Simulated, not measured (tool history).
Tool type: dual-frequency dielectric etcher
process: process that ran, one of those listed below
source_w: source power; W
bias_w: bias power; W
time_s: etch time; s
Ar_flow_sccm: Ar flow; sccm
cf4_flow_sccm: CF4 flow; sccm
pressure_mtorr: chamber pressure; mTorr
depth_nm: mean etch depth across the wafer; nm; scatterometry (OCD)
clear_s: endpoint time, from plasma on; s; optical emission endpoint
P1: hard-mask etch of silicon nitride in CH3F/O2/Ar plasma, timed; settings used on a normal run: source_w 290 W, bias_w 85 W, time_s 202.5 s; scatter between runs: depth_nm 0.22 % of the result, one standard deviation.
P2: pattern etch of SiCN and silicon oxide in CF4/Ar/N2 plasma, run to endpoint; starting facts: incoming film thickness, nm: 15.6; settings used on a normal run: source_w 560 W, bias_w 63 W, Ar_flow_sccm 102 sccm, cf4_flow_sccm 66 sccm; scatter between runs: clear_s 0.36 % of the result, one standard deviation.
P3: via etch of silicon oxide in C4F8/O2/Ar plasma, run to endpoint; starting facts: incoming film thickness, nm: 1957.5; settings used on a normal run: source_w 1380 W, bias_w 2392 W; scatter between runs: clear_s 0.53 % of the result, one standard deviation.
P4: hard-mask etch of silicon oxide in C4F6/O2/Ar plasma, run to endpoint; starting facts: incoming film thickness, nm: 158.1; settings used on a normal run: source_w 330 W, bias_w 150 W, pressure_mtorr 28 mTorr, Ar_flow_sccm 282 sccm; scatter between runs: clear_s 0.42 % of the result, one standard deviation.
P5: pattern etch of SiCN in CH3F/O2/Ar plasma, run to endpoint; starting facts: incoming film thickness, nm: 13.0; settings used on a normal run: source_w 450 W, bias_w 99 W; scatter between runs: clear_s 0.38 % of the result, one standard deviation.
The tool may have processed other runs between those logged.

| run | hour | process | source_w | bias_w | time_s | Ar_flow_sccm | cf4_flow_sccm | pressure_mtorr | hours since the last wet clean | hours since the last source power generator calibration | hours since the last bias power generator calibration | depth_nm | clear_s |
|---|---|---|---|---|---|---|---|---|---|---|---|---|---|
| 1 | 6.3 | P1 | 290 | 85 | 202.5 |  |  |  | 320.3 | 2397.2 | 793.4 | 129.030 |  |
| 2 | 10.9 | P2 | 560 | 63 |  | 102 | 66 |  | 324.9 | 2401.8 | 798.0 |  | 15.387 |
| 3 | 15.1 | P4 | 330 | 208 |  | 282 |  | 28 | 329.1 | 2406.0 | 802.2 |  | 50.338 |
| 4 | 20.6 | P2 | 380 | 63 |  | 102 | 66 |  | 334.6 | 2411.5 | 807.7 |  | 21.760 |
| 5 | 26.2 | P3 | 1770 | 2392 |  |  |  |  | 340.2 | 2417.1 | 813.3 |  | 380.700 |
| 6 | 32.5 | P1 | 290 | 113 | 202.5 |  |  |  | 346.5 | 2423.4 | 819.6 | 143.910 |  |
| 7 | 38.2 | P3 | 1380 | 2392 |  |  |  |  | 352.2 | 2429.1 | 825.3 |  | 422.630 |
| 8 | 42.8 | P1 | 290 | 69 | 133.0 |  |  |  | 356.8 | 2433.7 | 829.9 | 78.922 |  |
| 9 | 46.5 | P1 | 290 | 65 | 202.5 |  |  |  | 360.5 | 2437.4 | 833.6 | 117.280 |  |
| 10 | 49.9 | P1 | 290 | 85 | 202.5 |  |  |  | 363.9 | 2440.8 | 837.0 | 129.130 |  |
| 11 | 55.0 | P1 | 290 | 85 | 124.0 |  |  |  | 369.0 | 2445.9 | 842.1 | 78.954 |  |
| 12 | 61.1 | P4 | 330 | 150 |  | 282 |  | 28 | 375.1 | 2452.0 | 848.2 |  | 56.027 |
| 13 | 65.6 | P1 | 290 | 85 | 202.5 |  |  |  | 379.6 | 2456.5 | 852.7 | 129.030 |  |
| 14 | 69.0 | P1 | 290 | 85 | 202.5 |  |  |  | 383.0 | 2459.9 | 856.1 | 128.880 |  |
| 15 | 75.1 | P1 | 290 | 85 | 278.5 |  |  |  | 389.1 | 2466.0 | 862.2 | 177.590 |  |
| 16 | 81.8 | P5 | 450 | 99 |  |  |  |  | 395.8 | 2472.7 | 868.9 |  | 30.226 |
| 17 | 88.7 | P3 | 1380 | 3365 |  |  |  |  | 402.7 | 2479.6 | 875.8 |  | 382.320 |
| 18 | 95.7 | P4 | 330 | 150 |  | 282 |  | 35 | 409.7 | 2486.6 | 882.8 |  | 57.885 |
| 19 | 100.1 | P1 | 210 | 85 | 202.5 |  |  |  | 414.1 | 2491.0 | 887.2 | 114.650 |  |
|  | 102.7 | wet clean of the chamber |
| 20 | 107.0 | P1 | 290 | 85 | 202.5 |  |  |  | 4.3 | 2497.9 | 894.1 | 128.870 |  |
| 21 | 111.8 | P1 | 290 | 85 | 202.5 |  |  |  | 9.1 | 2502.7 | 898.9 | 128.640 |  |
| 22 | 116.2 | P1 | 290 | 85 | 202.5 |  |  |  | 13.5 | 2507.1 | 903.3 | 129.220 |  |
| 23 | 120.5 | P4 | 330 | 150 |  | 359 |  | 28 | 17.8 | 2511.4 | 907.6 |  | 57.637 |
| 24 | 125.7 | P5 | 330 | 99 |  |  |  |  | 23.0 | 2516.6 | 912.8 |  | 33.802 |
| 25 | 130.0 | P5 | 450 | 74 |  |  |  |  | 27.3 | 2520.9 | 917.1 |  | 33.406 |
| 26 | 137.2 | P2 | 560 | 63 |  | 102 | 86 |  | 34.5 | 2528.1 | 924.3 |  | 14.841 |
| 27 | 141.3 | P1 | 290 | 109 | 295.5 |  |  |  | 38.6 | 2532.2 | 928.4 | 207.100 |  |
| 28 | 145.1 | P1 | 230 | 85 | 250.0 |  |  |  | 42.4 | 2536.0 | 932.2 | 146.030 |  |
| 29 | 149.0 | P2 | 560 | 50 |  | 102 | 66 |  | 46.3 | 2539.9 | 936.1 |  | 16.471 |
| 30 | 153.3 | P2 | 560 | 63 |  | 59 | 66 |  | 50.6 | 2544.2 | 940.4 |  | 14.252 |
| 31 | 159.0 | P2 | 560 | 63 |  | 102 | 66 |  | 56.3 | 2549.9 | 946.1 |  | 15.392 |
| 32 | 164.0 | P4 | 410 | 150 |  | 282 |  | 28 | 61.3 | 2554.9 | 951.1 |  | 51.285 |
| 33 | 169.5 | P1 | 380 | 85 | 202.5 |  |  |  | 66.8 | 2560.4 | 956.6 | 142.520 |  |
| 34 | 175.5 | P1 | 290 | 85 | 202.5 |  |  |  | 72.8 | 2566.4 | 962.6 | 129.360 |  |
| 35 | 182.2 | P1 | 290 | 85 | 202.5 |  |  |  | 79.5 | 2573.1 | 969.3 | 128.140 |  |
| 36 | 188.3 | P1 | 290 | 85 | 202.5 |  |  |  | 85.6 | 2579.2 | 975.4 | 127.580 |  |
|  | 191.5 | wet clean of the chamber |
| 37 | 195.6 | P1 | 290 | 85 | 202.5 |  |  |  | 4.1 | 2586.5 | 982.7 | 127.770 |  |
| 38 | 202.5 | P1 | 290 | 85 | 202.5 |  |  |  | 11.0 | 2593.4 | 989.6 | 127.300 |  |
| 39 | 207.4 | P1 | 290 | 85 | 202.5 |  |  |  | 15.9 | 2598.3 | 994.5 | 127.110 |  |
| 40 | 211.2 | P1 | 290 | 85 | 202.5 |  |  |  | 19.7 | 2602.1 | 998.3 | 126.910 |  |

The log shows P1 creeping away from where it was. Any of the 2 causes listed here, at the size stated for it, fits the log just as well as the others:
A: source power that arrives under what is set, % = 3.88
B: bias power that arrives under what is set, % = 3.99
The process output started creeping at around hour 175.5.
What rules out each remaining cause:
chamber walls in a state that lowers the etch rate, %: was serviced at hour 191.5, once the creep was under way, yet the earlier output never came back

The 4 check runs listed below each average the results of 2 wafers, and their outcomes are marked with question marks. Under which run would the listed causes produce clearly different results?
| check 1 | 215.0 | P5 | 340 | 99 |  |  |  |  |  |  |  |  | ? |
| check 2 | 215.0 | P2 | 560 | 50 |  | 73 | 66 |  |  |  |  |  | ? |
| check 3 | 215.0 | P4 | 330 | 192 |  | 282 |  | 28 |  |  |  |  | ? |
| check 4 | 215.0 | P3 | 1710 | 2392 |  |  |  |  |  |  |  |  | ? |

How each check would come out, cause by cause:
| check | result | if A | if B |
|---|---|---|---|
| check 1 | clear_s | 33.855 | 33.885 |
| check 2 | clear_s | 16.267 | 15.885 |
| check 3 | clear_s | 52.684 | 52.572 |
| check 4 | clear_s | 395.550 | 394.210 |
Smallest distance between any two causes, each pair judged by its most separating result, in per cent: check 1 0.09 %; check 2 2.38 %; check 3 0.21 %; check 4 0.34 %
The other checks would show nearly matching results whichever cause is true, so check 2 is the only one that separates the causes.

With check 2 done, the readings were: clear_s 15.896 s. Identify which of the listed causes applies.

It was cause B: bias power that arrives under what is set, %.
